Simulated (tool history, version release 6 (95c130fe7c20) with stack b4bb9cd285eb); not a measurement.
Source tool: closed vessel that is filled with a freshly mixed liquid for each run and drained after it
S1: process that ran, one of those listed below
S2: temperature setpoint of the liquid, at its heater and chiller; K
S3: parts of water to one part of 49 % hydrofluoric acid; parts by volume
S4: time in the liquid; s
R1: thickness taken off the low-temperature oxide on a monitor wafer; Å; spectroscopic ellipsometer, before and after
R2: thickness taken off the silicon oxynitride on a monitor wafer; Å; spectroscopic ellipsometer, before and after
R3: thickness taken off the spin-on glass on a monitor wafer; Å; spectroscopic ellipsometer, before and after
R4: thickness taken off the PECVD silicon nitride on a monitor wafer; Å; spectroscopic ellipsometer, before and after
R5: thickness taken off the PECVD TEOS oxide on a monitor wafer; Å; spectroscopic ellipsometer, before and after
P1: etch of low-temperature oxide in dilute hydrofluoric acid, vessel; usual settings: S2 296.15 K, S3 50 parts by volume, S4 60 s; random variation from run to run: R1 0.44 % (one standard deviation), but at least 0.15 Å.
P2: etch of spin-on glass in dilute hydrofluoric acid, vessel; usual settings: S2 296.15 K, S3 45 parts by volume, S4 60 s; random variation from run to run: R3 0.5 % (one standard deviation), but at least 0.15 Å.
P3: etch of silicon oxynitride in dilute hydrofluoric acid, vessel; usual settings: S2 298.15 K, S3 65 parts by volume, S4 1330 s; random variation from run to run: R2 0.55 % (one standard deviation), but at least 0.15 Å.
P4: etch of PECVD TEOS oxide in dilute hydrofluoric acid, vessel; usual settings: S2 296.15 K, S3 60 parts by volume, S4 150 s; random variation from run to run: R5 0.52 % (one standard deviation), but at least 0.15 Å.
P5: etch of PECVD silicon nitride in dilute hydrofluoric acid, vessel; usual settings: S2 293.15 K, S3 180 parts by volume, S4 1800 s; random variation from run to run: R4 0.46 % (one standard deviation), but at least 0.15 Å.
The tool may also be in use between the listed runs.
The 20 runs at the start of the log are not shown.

| run | day | S1 | S2 | S3 | S4 | R1 | R2 | R3 | R4 | R5 |
|---|---|---|---|---|---|---|---|---|---|---|
| 21 | 10.375 | P3 | 298.15 | 65 | 1330 |  | 335.05 |  |  |  |
| 22 | 10.975 | P1 | 302.65 | 50 | 60 | 166.52 |  |  |  |  |
| 23 | 11.467 | P4 | 296.15 | 20 | 150 |  |  |  |  | 1803.6 |
| 24 | 12.092 | P1 | 296.15 | 30 | 60 | 220.6 |  |  |  |  |
| 25 | 12.683 | P3 | 298.15 | 115 | 1330 |  | 182.26 |  |  |  |
| 26 | 13.4 | P2 | 296.15 | 20 | 60 |  |  | 837.15 |  |  |
| 27 | 13.754 | P1 | 296.15 | 50 | 60 | 129.06 |  |  |  |  |
| 28 | 14.425 | P4 | 296.15 | 60 | 150 |  |  |  |  | 576.05 |

Run 29, settings as shown, results not yet in. Your forecast:
| 29 | 14.967 | P3 | 303.65 | 65 | 1330 |  | ? |  |  |  |

{"run 29": {"R2": 434.36}}
